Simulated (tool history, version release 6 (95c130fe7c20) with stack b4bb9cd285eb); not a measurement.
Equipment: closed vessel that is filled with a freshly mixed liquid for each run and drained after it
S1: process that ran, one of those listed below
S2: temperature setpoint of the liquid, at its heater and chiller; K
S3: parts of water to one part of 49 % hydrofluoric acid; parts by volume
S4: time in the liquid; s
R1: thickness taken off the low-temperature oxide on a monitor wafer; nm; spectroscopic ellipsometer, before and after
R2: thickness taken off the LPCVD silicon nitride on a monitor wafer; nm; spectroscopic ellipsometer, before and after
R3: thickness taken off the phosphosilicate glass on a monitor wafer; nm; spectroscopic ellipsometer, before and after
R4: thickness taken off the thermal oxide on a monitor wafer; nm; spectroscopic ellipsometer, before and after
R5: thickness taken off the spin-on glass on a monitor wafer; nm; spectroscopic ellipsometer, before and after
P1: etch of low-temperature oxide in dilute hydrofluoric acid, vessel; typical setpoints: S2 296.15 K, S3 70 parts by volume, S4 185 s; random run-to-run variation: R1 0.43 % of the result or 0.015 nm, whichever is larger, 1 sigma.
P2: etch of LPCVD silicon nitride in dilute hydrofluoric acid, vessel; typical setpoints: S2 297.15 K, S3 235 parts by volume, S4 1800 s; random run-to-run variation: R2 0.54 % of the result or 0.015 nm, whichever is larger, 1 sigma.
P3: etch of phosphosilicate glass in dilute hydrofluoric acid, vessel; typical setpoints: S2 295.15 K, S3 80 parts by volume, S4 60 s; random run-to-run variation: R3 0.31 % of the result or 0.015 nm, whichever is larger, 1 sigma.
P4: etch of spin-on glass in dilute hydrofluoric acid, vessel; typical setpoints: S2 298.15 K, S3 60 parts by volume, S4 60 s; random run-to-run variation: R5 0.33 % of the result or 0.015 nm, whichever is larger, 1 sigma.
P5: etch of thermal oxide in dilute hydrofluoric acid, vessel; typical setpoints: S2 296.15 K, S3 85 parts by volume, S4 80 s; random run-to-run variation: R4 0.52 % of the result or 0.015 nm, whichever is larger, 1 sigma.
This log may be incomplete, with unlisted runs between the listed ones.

Run 1, hour 9.8: S1 P1, S2 296.15 K, S3 70 parts by volume, S4 185 s. Result: R1 33.04 nm.
Run 2, hour 19.3: S1 P2, S2 297.15 K, S3 50 parts by volume, S4 1800 s. Result: R2 20.319 nm.
Run 3, hour 25.1: S1 P3, S2 295.15 K, S3 80 parts by volume, S4 30 s. Result: R3 64.59 nm.
At hour 29.9: hydrofluoric acid flow meter replaced.
Run 4, hour 33.3: S1 P2, S2 290.15 K, S3 235 parts by volume, S4 1800 s. Result: R2 2.8387 nm.
Run 5, hour 42.2: S1 P1, S2 296.15 K, S3 70 parts by volume, S4 325 s. Result: R1 57.842 nm.
Run 6, hour 50.5: S1 P5, S2 296.15 K, S3 85 parts by volume, S4 80 s. Result: R4 4.5712 nm.
Run 7, hour 56.1: S1 P1, S2 300.15 K, S3 70 parts by volume, S4 185 s. Result: R1 38.684 nm.
Run 8, hour 65: S1 P1, S2 296.15 K, S3 70 parts by volume, S4 30 s. Result: R1 5.3483 nm.
Run 9, hour 75: S1 P3, S2 295.15 K, S3 140 parts by volume, S4 60 s. Result: R3 68.52 nm.
Run 10, hour 82.5: S1 P4, S2 298.15 K, S3 60 parts by volume, S4 100 s. Result: R5 38.362 nm.
Run 11, hour 90.3: S1 P4, S2 294.65 K, S3 60 parts by volume, S4 60 s. Result: R5 20.086 nm.
Run 12, hour 98.1: S1 P1, S2 290.65 K, S3 70 parts by volume, S4 185 s. Result: R1 26.154 nm.
Run 13, hour 105.2: S1 P4, S2 298.15 K, S3 60 parts by volume, S4 60 s. Result: R5 23.215 nm.
Run 14, hour 116.7: S1 P5, S2 296.15 K, S3 30 parts by volume, S4 80 s. Result: R4 13.966 nm.
Run 15, hour 128.5: S1 P1, S2 296.15 K, S3 70 parts by volume, S4 185 s. Result: R1 33.07 nm.
Run 16, hour 137.3: S1 P1, S2 296.15 K, S3 70 parts by volume, S4 185 s. Result: R1 33.16 nm.
Run 17, hour 146.1: S1 P1, S2 302.15 K, S3 30 parts by volume, S4 185 s. Result: R1 103.77 nm.
Run 18, hour 153.3: S1 P1, S2 296.15 K, S3 115 parts by volume, S4 185 s. Result: R1 19.042 nm.
Run 19, hour 162.3: S1 P1, S2 296.15 K, S3 70 parts by volume, S4 185 s. Result: R1 32.841 nm.
Run 20, hour 169.1: S1 P2, S2 297.15 K, S3 235 parts by volume, S4 720 s. Result: R2 1.7779 nm.
Run 21, hour 176: S1 P3, S2 290.15 K, S3 80 parts by volume, S4 60 s. Result: R3 104.54 nm.
Run 22, hour 184.3: S1 P5, S2 296.15 K, S3 85 parts by volume, S4 30 s. Result: R4 1.7414 nm.
Run 23, hour 191.7: S1 P4, S2 298.15 K, S3 20 parts by volume, S4 60 s. Result: R5 73.332 nm.
Run 24, hour 203.6: S1 P2, S2 297.15 K, S3 235 parts by volume, S4 1800 s. Result: R2 4.4436 nm.
Run 25, hour 213.1: S1 P1, S2 290.15 K, S3 70 parts by volume, S4 105 s. Result: R1 14.504 nm.
Run 26, hour 220.6: S1 P5, S2 302.15 K, S3 85 parts by volume, S4 80 s. Result: R4 5.821 nm.
Run 27, hour 232.1: S1 P1, S2 296.15 K, S3 40 parts by volume, S4 185 s. Result: R1 60.213 nm.
Run 28, hour 240.2: S1 P1, S2 296.15 K, S3 30 parts by volume, S4 310 s. Result: R1 136.19 nm.
Run 29, hour 246.8: S1 P3, S2 295.15 K, S3 80 parts by volume, S4 60 s. Result: R3 128.91 nm.
Run 30, hour 256.9: S1 P1, S2 296.15 K, S3 70 parts by volume, S4 185 s. Result: R1 32.829 nm.
Run 31, hour 264.1: S1 P1, S2 296.15 K, S3 70 parts by volume, S4 185 s. Result: R1 32.515 nm.
Run 32, hour 272.4: S1 P1, S2 296.15 K, S3 70 parts by volume, S4 185 s. Result: R1 32.134 nm.
Run 33, hour 283.5: S1 P1, S2 296.15 K, S3 70 parts by volume, S4 185 s. Result: R1 31.494 nm.
Run 34, hour 289.6: S1 P1, S2 296.15 K, S3 70 parts by volume, S4 185 s. Result: R1 31.496 nm.
Run 35, hour 298.9: S1 P1, S2 296.15 K, S3 70 parts by volume, S4 185 s. Result: R1 31.27 nm.
Run 36, hour 309.5: S1 P1, S2 296.15 K, S3 70 parts by volume, S4 185 s. Result: R1 31.242 nm.
Run 37, hour 316.9: S1 P1, S2 296.15 K, S3 70 parts by volume, S4 185 s. Result: R1 31.101 nm.
Run 38, hour 327.6: S1 P1, S2 296.15 K, S3 70 parts by volume, S4 185 s. Result: R1 30.885 nm.
Run 39, hour 332.8: S1 P1, S2 296.15 K, S3 70 parts by volume, S4 185 s. Result: R1 31.04 nm.
Run 40, hour 341.2: S1 P1, S2 296.15 K, S3 70 parts by volume, S4 185 s. Result: R1 30.922 nm.

P1 no longer gives what it gave before; its output has crept away from where it was. The following 2 causes, each at its listed size, fit the log equally well:
A: hydrofluoric acid flow below the setpoint (%) = 5.51
B: liquid colder than its thermometer reads (K) = 1.51
At approximately hour 256.9, the process output began to creep.

You are offered 4 check runs, listed below with question marks in place of their results; each one averages 2 wafers. Which run separates the listed causes by giving clearly different results for each?
Run check 1, hour 349.6: S1 P5, S2 296.15 K, S3 85 parts by volume, S4 80 s. Result: R4 ?.
Run check 2, hour 349.6: S1 P2, S2 297.15 K, S3 235 parts by volume, S4 1800 s. Result: R2 ?.
Run check 3, hour 349.6: S1 P4, S2 298.15 K, S3 60 parts by volume, S4 60 s. Result: R5 ?.
Run check 4, hour 349.6: S1 P3, S2 295.15 K, S3 80 parts by volume, S4 60 s. Result: R3 ?.

Expected result of each check under each candidate cause:
  check  result    if A    if B
check 1      R4  4.2845  4.2903
check 2      R2  4.1899  4.0304
check 3      R5  21.787  21.783
check 4      R3  120.86  120.88
Minimum pairwise separation of causes per check, each pair taken at its best-separating result: check 1 0.14 %; check 2 3.88 %; check 3 0.02 %; check 4 0.02 %
The other checks would show nearly matching results whichever cause is true, so check 2 is the only one that separates the causes.

With check 2 done, the readings were: R2 4.0348 nm. Identify which of the listed causes applies.

B is the cause: liquid colder than its thermometer reads (K).
